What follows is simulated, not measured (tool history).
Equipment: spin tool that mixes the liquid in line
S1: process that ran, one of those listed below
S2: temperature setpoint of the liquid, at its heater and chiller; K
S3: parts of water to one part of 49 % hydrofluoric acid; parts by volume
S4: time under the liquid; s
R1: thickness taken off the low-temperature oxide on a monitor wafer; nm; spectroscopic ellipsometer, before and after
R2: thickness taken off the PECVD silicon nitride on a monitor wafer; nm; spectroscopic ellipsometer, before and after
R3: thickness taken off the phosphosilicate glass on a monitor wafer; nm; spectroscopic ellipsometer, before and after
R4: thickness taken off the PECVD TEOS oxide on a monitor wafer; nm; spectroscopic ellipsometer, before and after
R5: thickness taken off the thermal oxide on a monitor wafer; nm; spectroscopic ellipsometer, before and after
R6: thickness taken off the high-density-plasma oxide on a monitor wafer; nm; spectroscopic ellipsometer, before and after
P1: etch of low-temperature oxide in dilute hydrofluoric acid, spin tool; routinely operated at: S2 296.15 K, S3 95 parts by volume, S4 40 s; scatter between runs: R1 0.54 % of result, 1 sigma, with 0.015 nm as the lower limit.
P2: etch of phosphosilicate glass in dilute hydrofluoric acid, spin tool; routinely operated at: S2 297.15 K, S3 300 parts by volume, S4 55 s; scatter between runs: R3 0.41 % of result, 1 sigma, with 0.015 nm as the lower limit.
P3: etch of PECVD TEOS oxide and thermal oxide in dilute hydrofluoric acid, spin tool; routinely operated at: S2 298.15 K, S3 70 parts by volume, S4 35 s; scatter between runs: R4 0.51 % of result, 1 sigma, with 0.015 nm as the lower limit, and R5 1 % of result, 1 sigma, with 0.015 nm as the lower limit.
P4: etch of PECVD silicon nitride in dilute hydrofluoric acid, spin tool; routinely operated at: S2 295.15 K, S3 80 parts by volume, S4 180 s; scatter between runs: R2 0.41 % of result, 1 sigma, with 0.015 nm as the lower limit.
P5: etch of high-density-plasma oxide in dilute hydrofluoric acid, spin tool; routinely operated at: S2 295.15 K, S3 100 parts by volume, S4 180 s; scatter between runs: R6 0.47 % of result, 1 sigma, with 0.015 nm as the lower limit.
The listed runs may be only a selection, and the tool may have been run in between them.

run 1 hour=10.6 | S1=P1 S2=296.15 S3=95 S4=40 | R1=4.2112
run 2 hour=19.8 | S1=P4 S2=290.15 S3=80 S4=180 | R2=6.5036
run 3 hour=29.8 | S1=P1 S2=302.15 S3=95 S4=40 | R1=5.3165
run 4 hour=41.5 | S1=P1 S2=296.15 S3=95 S4=40 | R1=4.2000
run 5 hour=52.1 | S1=P1 S2=302.65 S3=95 S4=70 | R1=9.5161
run 6 hour=57.8 | S1=P1 S2=301.15 S3=95 S4=70 | R1=8.9813
run 7 hour=64.1 | S1=P4 S2=295.15 S3=20 S4=180 | R2=34.9680
run 8 hour=70.8 | S1=P2 S2=297.15 S3=300 S4=15 | R3=2.4463
run 9 hour=81.1 | S1=P3 S2=306.15 S3=70 S4=35 | R4=20.4480 R5=3.4122
run 10 hour=91.3 | S1=P5 S2=295.15 S3=100 S4=300 | R6=24.5630
run 11 hour=99.5 | S1=P1 S2=296.15 S3=95 S4=40 | R1=4.2238
run 12 hour=108.5 | S1=P1 S2=296.15 S3=95 S4=40 | R1=4.1945
run 13 hour=120.5 | S1=P4 S2=295.15 S3=80 S4=180 | R2=9.2029
run 14 hour=129.3 | S1=P3 S2=298.15 S3=70 S4=35 | R4=14.8410 R5=2.5028
run 15 hour=138.7 | S1=P1 S2=296.15 S3=95 S4=40 | R1=4.2287
run 16 hour=149.1 | S1=P5 S2=295.15 S3=160 S4=180 | R6=8.5707
run 17 hour=159.2 | S1=P4 S2=295.15 S3=80 S4=310 | R2=15.7490
run 18 hour=165.2 | S1=P2 S2=290.15 S3=300 S4=55 | R3=6.8887
run 19 hour=174.6 | S1=P1 S2=296.15 S3=95 S4=65 | R1=6.8597
run 20 hour=181.6 | S1=P2 S2=297.15 S3=300 S4=55 | R3=8.9780
run 21 hour=193.4 | S1=P1 S2=296.15 S3=95 S4=40 | R1=4.2211
run 22 hour=204.1 | S1=P2 S2=297.15 S3=300 S4=55 | R3=8.9705
run 23 hour=215.2 | S1=P1 S2=292.15 S3=95 S4=40 | R1=3.5960
run 24 hour=226.1 | S1=P3 S2=298.15 S3=115 S4=35 | R4=8.5732 R5=1.4294
run 25 hour=234.9 | S1=P5 S2=290.15 S3=100 S4=180 | R6=11.9810
run 26 hour=246.2 | S1=P1 S2=296.15 S3=165 S4=40 | R1=2.2464
run 27 hour=259.1 | S1=P3 S2=298.15 S3=70 S4=15 | R4=6.3902 R5=1.0972
run 28 hour=268.7 | S1=P1 S2=296.15 S3=30 S4=40 | R1=14.4700
run 29 hour=280.5 | S1=P1 S2=296.15 S3=95 S4=15 | R1=1.5637
run 30 hour=288.9 | S1=P5 S2=295.15 S3=100 S4=180 | R6=14.6300
run 31 hour=297.6 | S1=P2 S2=297.15 S3=50 S4=55 | R3=70.9500
run 32 hour=307.9 | S1=P1 S2=303.15 S3=35 S4=40 | R1=16.2990
run 33 hour=314.3 | S1=P1 S2=296.15 S3=95 S4=40 | R1=4.1972

Predict the results of run 34:
run 34 hour=321.1 | S1=P1 S2=296.15 S3=95 S4=40 | R1=?

{"run 34": {"R1": 4.1083}}
